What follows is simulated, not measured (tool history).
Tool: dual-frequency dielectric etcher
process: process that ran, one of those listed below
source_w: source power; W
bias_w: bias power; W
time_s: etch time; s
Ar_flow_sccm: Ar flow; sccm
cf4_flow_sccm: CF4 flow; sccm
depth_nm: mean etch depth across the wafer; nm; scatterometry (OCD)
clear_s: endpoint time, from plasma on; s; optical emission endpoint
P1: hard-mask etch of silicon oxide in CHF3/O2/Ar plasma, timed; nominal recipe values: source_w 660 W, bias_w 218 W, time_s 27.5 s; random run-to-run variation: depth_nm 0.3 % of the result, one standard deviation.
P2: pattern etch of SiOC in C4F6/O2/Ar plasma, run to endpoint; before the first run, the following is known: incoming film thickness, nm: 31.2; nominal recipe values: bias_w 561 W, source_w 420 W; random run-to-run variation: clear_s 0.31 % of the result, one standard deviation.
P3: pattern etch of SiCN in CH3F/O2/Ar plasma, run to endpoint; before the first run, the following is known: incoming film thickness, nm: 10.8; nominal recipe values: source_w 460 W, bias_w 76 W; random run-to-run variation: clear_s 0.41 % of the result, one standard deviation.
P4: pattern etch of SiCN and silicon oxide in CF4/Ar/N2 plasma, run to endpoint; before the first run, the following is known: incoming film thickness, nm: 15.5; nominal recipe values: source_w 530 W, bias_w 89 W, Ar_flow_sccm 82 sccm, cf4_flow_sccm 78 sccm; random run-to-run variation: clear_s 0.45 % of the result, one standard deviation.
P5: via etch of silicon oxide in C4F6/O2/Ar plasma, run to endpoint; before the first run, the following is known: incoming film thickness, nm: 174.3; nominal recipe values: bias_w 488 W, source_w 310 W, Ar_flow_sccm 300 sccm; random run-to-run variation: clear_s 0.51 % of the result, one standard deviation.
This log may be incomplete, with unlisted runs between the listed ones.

run,day,process,source_w,bias_w,time_s,Ar_flow_sccm,cf4_flow_sccm,hours since the last wet clean,hours since the last source power generator calibration,hours since the last bias power generator calibration,depth_nm,clear_s
1,0.217,P1,660,218,27.5,,,249.8,2317.1,2826.6,59.956,
2,0.542,P3,460,76,,,,257.6,2324.9,2834.4,,26.5110
3,0.908,P1,660,218,27.5,,,266.4,2333.7,2843.2,60.086,
4,1.300,P1,550,218,33.5,,,275.8,2343.1,2852.6,68.014,
# day 1.362: source power generator calibrated
5,1.496,P4,530,108,,82,78,280.5,3.2,2857.3,,13.6010
6,1.833,P4,680,89,,82,78,288.6,11.3,2865.4,,11.7360
7,2.112,P5,310,488,,212,,295.3,18.0,2872.1,,41.5130
8,2.500,P1,660,218,27.5,,,304.6,27.3,2881.4,59.908,
9,2.858,P2,290,561,,,,313.2,35.9,2890.0,,11.5600
10,3.158,P3,460,48,,,,320.4,43.1,2897.2,,31.2620
11,3.479,P1,660,218,34.5,,,328.1,50.8,2904.9,75.088,
12,3.696,P1,660,181,33.0,,,333.3,56.0,2910.1,67.252,
13,3.979,P5,210,488,,300,,340.1,62.8,2916.9,,50.1090
14,4.258,P3,340,76,,,,346.8,69.5,2923.6,,29.7370
15,4.558,P4,530,89,,82,78,354.0,76.7,2930.8,,14.5020
16,4.929,P1,660,218,27.5,,,362.9,85.6,2939.7,59.584,
17,5.179,P4,530,89,,58,78,368.9,91.6,2945.7,,13.8770
18,5.517,P3,460,76,,,,377.0,99.7,2953.8,,26.5000
19,5.754,P4,530,89,,82,97,382.7,105.4,2959.5,,14.2250
20,6.029,P1,790,218,27.5,,,389.3,112.0,2966.1,64.482,
21,6.212,P1,660,218,27.5,,,393.7,116.4,2970.5,59.961,
22,6.488,P1,660,149,27.5,,,400.3,123.0,2977.1,52.959,
23,6.808,P5,310,488,,300,,408.0,130.7,2984.8,,43.4060
24,7.062,P1,660,275,27.5,,,414.1,136.8,2990.9,65.044,
25,7.283,P1,430,218,27.5,,,419.4,142.1,2996.2,51.261,
26,7.588,P2,420,561,,,,426.7,149.4,3003.5,,10.1390
27,7.883,P5,310,381,,300,,433.8,156.5,3010.6,,47.4480
# day 7.929: wet clean of the chamber
28,8.079,P1,660,218,16.5,,,3.7,161.2,3015.3,36.130,
29,8.250,P5,310,488,,300,,7.8,165.3,3019.4,,42.8550
30,8.621,P2,420,790,,,,16.7,174.2,3028.3,,8.8147
31,8.971,P1,660,218,27.5,,,25.1,182.6,3036.7,59.765,
32,9.146,P1,660,218,27.5,,,29.3,186.8,3040.9,59.743,
33,9.392,P1,660,218,27.5,,,35.2,192.7,3046.8,59.262,
34,9.708,P1,660,218,27.5,,,42.8,200.3,3054.4,58.996,
# day 9.738: wet clean of the chamber
35,9.942,P1,660,218,27.5,,,4.9,205.9,3060.0,59.289,
36,10.321,P1,660,218,27.5,,,14.0,215.0,3069.1,58.679,
37,10.638,P1,660,218,27.5,,,21.6,222.6,3076.7,59.138,

What P1 gives has crept away from where it was. These 2 causes fit the log equally well, each at the size given:
A: bias power that arrives under what is set, % = 4.3
B: source power that arrives under what is set, % = 3.93
The drift started at roughly day 8.971.
Each remaining cause and why it is not a fit:
chamber walls in a state that lowers the etch rate, %: serviced at day 9.738, after the drift had started, without restoring the earlier output

The 4 check runs listed below each average the results of 3 wafers, and their outcomes are marked with question marks. Under which run would the listed causes produce clearly different results?
check 1,10.954,P2,320,781,,,,,,,,?
check 2,10.954,P3,360,76,,,,,,,,?
check 3,10.954,P4,530,89,,59,78,,,,,?
check 4,10.954,P5,310,409,,300,,,,,,?

If the cause were each of the candidates in turn, the checks would give the following:
check,result,if A,if B
check 1,clear_s,9.9467,9.9166
check 2,clear_s,29.6430,29.6190
check 3,clear_s,14.1680,14.4770
check 4,clear_s,46.9370,46.8780
Per-check spread between the two closest causes, in the result where they differ most: check 1 0.3 %; check 2 0.08 %; check 3 2.16 %; check 4 0.13 %
Check 3 tells the causes apart: in the others they would give nearly the same result.

The results of check 3 are: clear_s 14.2430 s. Based on these, which of the listed causes is it?

It is A: bias power that arrives under what is set, %.
